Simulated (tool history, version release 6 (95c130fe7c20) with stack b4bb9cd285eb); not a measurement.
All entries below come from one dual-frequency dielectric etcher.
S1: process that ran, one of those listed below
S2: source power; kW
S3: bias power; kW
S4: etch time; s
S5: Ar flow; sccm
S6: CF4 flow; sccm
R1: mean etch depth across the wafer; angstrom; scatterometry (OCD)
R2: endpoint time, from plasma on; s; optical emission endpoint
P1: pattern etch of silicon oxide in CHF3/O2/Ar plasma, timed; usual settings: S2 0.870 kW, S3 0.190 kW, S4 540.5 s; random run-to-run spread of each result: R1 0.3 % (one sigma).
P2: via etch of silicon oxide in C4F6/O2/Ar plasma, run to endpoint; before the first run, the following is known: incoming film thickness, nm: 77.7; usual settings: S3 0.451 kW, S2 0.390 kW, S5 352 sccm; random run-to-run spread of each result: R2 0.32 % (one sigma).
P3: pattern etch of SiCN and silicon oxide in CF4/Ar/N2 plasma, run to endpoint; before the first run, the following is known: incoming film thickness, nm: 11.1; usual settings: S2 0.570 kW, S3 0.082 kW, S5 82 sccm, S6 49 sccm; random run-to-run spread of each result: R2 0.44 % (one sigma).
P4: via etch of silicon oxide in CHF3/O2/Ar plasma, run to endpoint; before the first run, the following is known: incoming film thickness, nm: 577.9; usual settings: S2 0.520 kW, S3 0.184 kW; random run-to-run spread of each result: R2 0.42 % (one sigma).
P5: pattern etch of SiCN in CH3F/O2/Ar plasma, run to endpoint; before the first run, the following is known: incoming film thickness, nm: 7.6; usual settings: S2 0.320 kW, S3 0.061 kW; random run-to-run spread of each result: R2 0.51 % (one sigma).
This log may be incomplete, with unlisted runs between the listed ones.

run,hour,S1,S2,S3,S4,S5,S6,R1,R2
1,7.0,P1,0.870,0.190,540.5,,,13363.0,
2,11.5,P5,0.320,0.061,,,,,23.7400
3,17.7,P1,0.870,0.190,540.5,,,13308.0,
4,25.9,P1,0.870,0.190,709.0,,,17472.0,
5,33.2,P3,0.570,0.105,,82,49,,9.5513
6,40.9,P1,0.870,0.190,406.5,,,9996.2,
7,48.1,P2,0.390,0.451,,352,,,18.4150
8,53.7,P3,0.680,0.082,,82,49,,8.9246
9,59.5,P1,0.870,0.190,540.5,,,13314.0,
10,63.6,P1,0.870,0.120,540.5,,,11522.0,
11,68.6,P1,0.520,0.190,540.5,,,10918.0,
12,73.1,P1,0.870,0.190,540.5,,,13326.0,
13,79.8,P5,0.320,0.043,,,,,26.6470
14,86.2,P3,0.570,0.082,,82,69,,9.9305
15,91.2,P1,0.680,0.141,540.5,,,10972.0,
16,95.1,P2,0.390,0.348,,352,,,20.1080
17,101.2,P2,0.390,0.451,,246,,,17.6520
18,105.0,P4,0.520,0.115,,,,,360.7200
19,113.0,P4,0.660,0.184,,,,,282.8900
20,117.8,P3,0.570,0.082,,58,49,,9.9253
21,122.5,P3,0.570,0.082,,82,49,,10.4530
# hour 123.5: wet clean of the chamber
22,126.7,P2,0.390,0.451,,352,,,18.2130
23,131.3,P1,0.870,0.190,540.5,,,13359.0,
24,139.2,P1,0.870,0.255,540.5,,,14733.0,

The next listed run, before its measurement:
25,147.5,P2,0.480,0.451,,352,,,?

{"run 25": {"R2": 16.944}}

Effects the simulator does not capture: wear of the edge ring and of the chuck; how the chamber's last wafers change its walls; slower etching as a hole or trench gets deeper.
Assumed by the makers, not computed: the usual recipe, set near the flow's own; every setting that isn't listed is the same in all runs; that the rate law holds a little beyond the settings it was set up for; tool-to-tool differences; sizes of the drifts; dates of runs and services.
